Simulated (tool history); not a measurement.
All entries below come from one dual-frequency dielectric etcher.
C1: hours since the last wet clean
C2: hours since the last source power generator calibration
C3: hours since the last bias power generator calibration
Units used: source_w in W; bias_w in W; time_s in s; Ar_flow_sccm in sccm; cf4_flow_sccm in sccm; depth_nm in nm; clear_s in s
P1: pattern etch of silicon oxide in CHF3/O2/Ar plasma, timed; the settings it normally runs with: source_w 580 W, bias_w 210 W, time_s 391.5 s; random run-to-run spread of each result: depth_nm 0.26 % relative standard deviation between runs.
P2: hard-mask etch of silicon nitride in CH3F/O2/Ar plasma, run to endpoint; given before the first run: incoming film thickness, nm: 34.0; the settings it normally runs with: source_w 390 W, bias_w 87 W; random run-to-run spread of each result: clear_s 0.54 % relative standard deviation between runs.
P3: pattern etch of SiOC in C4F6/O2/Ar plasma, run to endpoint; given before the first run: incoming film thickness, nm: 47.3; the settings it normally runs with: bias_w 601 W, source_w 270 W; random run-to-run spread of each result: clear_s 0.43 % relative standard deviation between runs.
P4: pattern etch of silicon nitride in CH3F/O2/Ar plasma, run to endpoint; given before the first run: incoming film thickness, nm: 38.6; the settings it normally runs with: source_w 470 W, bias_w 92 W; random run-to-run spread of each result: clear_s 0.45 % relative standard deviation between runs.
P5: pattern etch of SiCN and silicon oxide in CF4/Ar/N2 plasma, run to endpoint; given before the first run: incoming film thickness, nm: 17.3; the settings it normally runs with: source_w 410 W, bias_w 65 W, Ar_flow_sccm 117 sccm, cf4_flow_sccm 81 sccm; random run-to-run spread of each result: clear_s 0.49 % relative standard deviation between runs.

Run 1, day 0.412: process P1, source_w 580 W, bias_w 210 W, time_s 391.5 s; C1 232.4; C2 412; C3 781.3. Result: depth_nm 818.22 nm.
Run 2, day 0.829: process P5, source_w 330 W, bias_w 65 W, Ar_flow_sccm 117 sccm, cf4_flow_sccm 81 sccm; C1 242.4; C2 422; C3 791.3. Result: clear_s 27.498 s.
Run 3, day 1.079: process P2, source_w 320 W, bias_w 87 W; C1 248.4; C2 428; C3 797.3. Result: clear_s 49.58 s.
Run 4, day 1.371: process P1, source_w 580 W, bias_w 289 W, time_s 391.5 s; C1 255.4; C2 435; C3 804.3. Result: depth_nm 913.42 nm.
Run 5, day 1.788: process P1, source_w 580 W, bias_w 210 W, time_s 391.5 s; C1 265.4; C2 445; C3 814.3. Result: depth_nm 817.41 nm.
Run 6, day 2.154: process P1, source_w 580 W, bias_w 210 W, time_s 573 s; C1 274.2; C2 453.8; C3 823.1. Result: depth_nm 1192.3 nm.
Run 7, day 2.558: process P1, source_w 580 W, bias_w 210 W, time_s 222 s; C1 283.9; C2 463.5; C3 832.8. Result: depth_nm 463.38 nm.
Run 8, day 2.829: process P1, source_w 440 W, bias_w 287 W, time_s 391.5 s; C1 290.4; C2 470; C3 839.3. Result: depth_nm 821.95 nm.
Run 9, day 3.217: process P1, source_w 700 W, bias_w 210 W, time_s 391.5 s; C1 299.7; C2 479.3; C3 848.6. Result: depth_nm 874.6 nm.
Run 10, day 3.483: process P2, source_w 390 W, bias_w 115 W; C1 306.1; C2 485.7; C3 855. Result: clear_s 41.65 s.
Run 11, day 3.829: process P1, source_w 580 W, bias_w 129 W, time_s 391.5 s; C1 314.4; C2 494; C3 863.3. Result: depth_nm 693.06 nm.
Run 12, day 4.121: process P4, source_w 470 W, bias_w 92 W; C1 321.4; C2 501; C3 870.3. Result: clear_s 49.165 s.
Run 13, day 4.5: process P5, source_w 410 W, bias_w 65 W, Ar_flow_sccm 117 sccm, cf4_flow_sccm 109 sccm; C1 330.5; C2 510.1; C3 879.4. Result: clear_s 21.871 s.
Run 14, day 4.867: process P5, source_w 410 W, bias_w 65 W, Ar_flow_sccm 88 sccm, cf4_flow_sccm 81 sccm; C1 339.3; C2 518.9; C3 888.2. Result: clear_s 21.871 s.
Run 15, day 5.088: process P2, source_w 390 W, bias_w 87 W; C1 344.6; C2 524.2; C3 893.5. Result: clear_s 46.252 s.
Run 16, day 5.5: process P5, source_w 410 W, bias_w 65 W, Ar_flow_sccm 117 sccm, cf4_flow_sccm 81 sccm; C1 354.5; C2 534.1; C3 903.4. Result: clear_s 22.649 s.
Run 17, day 5.817: process P1, source_w 580 W, bias_w 210 W, time_s 391.5 s; C1 362.1; C2 541.7; C3 911. Result: depth_nm 814.34 nm.
Run 18, day 6.192: process P3, source_w 270 W, bias_w 601 W; C1 371.1; C2 550.7; C3 920. Result: clear_s 17.159 s.
Run 19, day 6.475: process P4, source_w 350 W, bias_w 92 W; C1 377.9; C2 557.5; C3 926.8. Result: clear_s 54.081 s.
Run 20, day 6.904: process P5, source_w 410 W, bias_w 92 W, Ar_flow_sccm 117 sccm, cf4_flow_sccm 81 sccm; C1 388.2; C2 567.8; C3 937.1. Result: clear_s 20.33 s.
Run 21, day 7.225: process P3, source_w 330 W, bias_w 601 W; C1 395.9; C2 575.5; C3 944.8. Result: clear_s 15.987 s.
Run 22, day 7.454: process P3, source_w 270 W, bias_w 759 W; C1 401.4; C2 581; C3 950.3. Result: clear_s 15.658 s.
Run 23, day 7.692: process P1, source_w 580 W, bias_w 210 W, time_s 391.5 s; C1 407.1; C2 586.7; C3 956. Result: depth_nm 817.82 nm.
Run 24, day 7.975: process P5, source_w 410 W, bias_w 65 W, Ar_flow_sccm 117 sccm, cf4_flow_sccm 81 sccm; C1 413.9; C2 593.5; C3 962.8. Result: clear_s 22.768 s.
Run 25, day 8.217: process P1, source_w 580 W, bias_w 289 W, time_s 558 s; C1 419.7; C2 599.3; C3 968.6. Result: depth_nm 1308.6 nm.
Run 26, day 8.604: process P1, source_w 430 W, bias_w 210 W, time_s 391.5 s; C1 429; C2 608.6; C3 977.9. Result: depth_nm 725.6 nm.
Run 27, day 8.954: process P4, source_w 470 W, bias_w 67 W; C1 437.4; C2 617; C3 986.3. Result: clear_s 55.066 s.
Run 28, day 9.246: process P4, source_w 470 W, bias_w 92 W; C1 444.4; C2 624; C3 993.3. Result: clear_s 48.931 s.
Run 29, day 9.458: process P1, source_w 580 W, bias_w 210 W, time_s 391.5 s; C1 449.5; C2 629.1; C3 998.4. Result: depth_nm 812.18 nm.
Run 30, day 9.779: process P1, source_w 580 W, bias_w 210 W, time_s 391.5 s; C1 457.2; C2 636.8; C3 1006.1. Result: depth_nm 815.33 nm.
Run 31, day 10.017: process P1, source_w 580 W, bias_w 210 W, time_s 391.5 s; C1 462.9; C2 642.5; C3 1011.8. Result: depth_nm 811.6 nm.
Run 32, day 10.229: process P1, source_w 580 W, bias_w 210 W, time_s 391.5 s; C1 468; C2 647.6; C3 1016.9. Result: depth_nm 815.72 nm.
Run 33, day 10.55: process P1, source_w 580 W, bias_w 210 W, time_s 391.5 s; C1 475.7; C2 655.3; C3 1024.6. Result: depth_nm 820.37 nm.
Run 34, day 10.821: process P1, source_w 580 W, bias_w 210 W, time_s 391.5 s; C1 482.2; C2 661.8; C3 1031.1. Result: depth_nm 824.6 nm.
Run 35, day 11.183: process P1, source_w 580 W, bias_w 210 W, time_s 391.5 s; C1 490.9; C2 670.5; C3 1039.8. Result: depth_nm 826.46 nm.
Run 36, day 11.621: process P1, source_w 580 W, bias_w 210 W, time_s 391.5 s; C1 501.4; C2 681; C3 1050.3. Result: depth_nm 827.84 nm.
At day 11.638: wet clean of the chamber.
Run 37, day 11.833: process P1, source_w 580 W, bias_w 210 W, time_s 391.5 s; C1 4.7; C2 686.1; C3 1055.4. Result: depth_nm 830.35 nm.
Run 38, day 12.167: process P1, source_w 580 W, bias_w 210 W, time_s 391.5 s; C1 12.7; C2 694.1; C3 1063.4. Result: depth_nm 827.57 nm.
Run 39, day 12.379: process P1, source_w 580 W, bias_w 210 W, time_s 391.5 s; C1 17.8; C2 699.2; C3 1068.5. Result: depth_nm 828.69 nm.
Run 40, day 12.621: process P1, source_w 580 W, bias_w 210 W, time_s 391.5 s; C1 23.6; C2 705; C3 1074.3. Result: depth_nm 830.55 nm.

Something has made what P1 gives creep away from where it was; the 2 causes below, each at its own stated size, fit the log equally well:
A: source power that arrives over what is set, % = 4.32
B: bias power that arrives over what is set, % = 4.7
The onset of the drift is placed at about day 10.229.
Why every other cause is out:
chamber walls in a state that raises the etch rate, %: serviced at day 11.638, after the change had begun; the process did not return to its earlier output

Consider the 4 check runs below, whose results appear as question marks and each of which averages 3 wafers. Which one distinguishes the causes, in that each cause would give it a clearly different result?
Run check 1, day 12.862: process P3, source_w 270 W, bias_w 601 W. Result: clear_s ?.
Run check 2, day 12.862: process P2, source_w 390 W, bias_w 87 W. Result: clear_s ?.
Run check 3, day 12.862: process P5, source_w 410 W, bias_w 65 W, Ar_flow_sccm 117 sccm, cf4_flow_sccm 81 sccm. Result: clear_s ?.
Run check 4, day 12.862: process P4, source_w 470 W, bias_w 92 W. Result: clear_s ?.

Expected result of each check under each candidate cause:
  check   result    if A    if B
check 1  clear_s  16.985  16.941
check 2  clear_s  45.117  45.088
check 3  clear_s  21.897  22.385
check 4  clear_s  48.013  47.984
Distance between the nearest two causes, measured in the result of the check that separates them most: check 1 0.26 %; check 2 0.06 %; check 3 2.2 %; check 4 0.06 %
Only check 3 tells the causes apart: in the others they would give nearly the same result.

Check 3 has now been run. It gave: clear_s 22.445 s. Which of the candidate causes is it?

The cause is B: bias power that arrives over what is set, %.
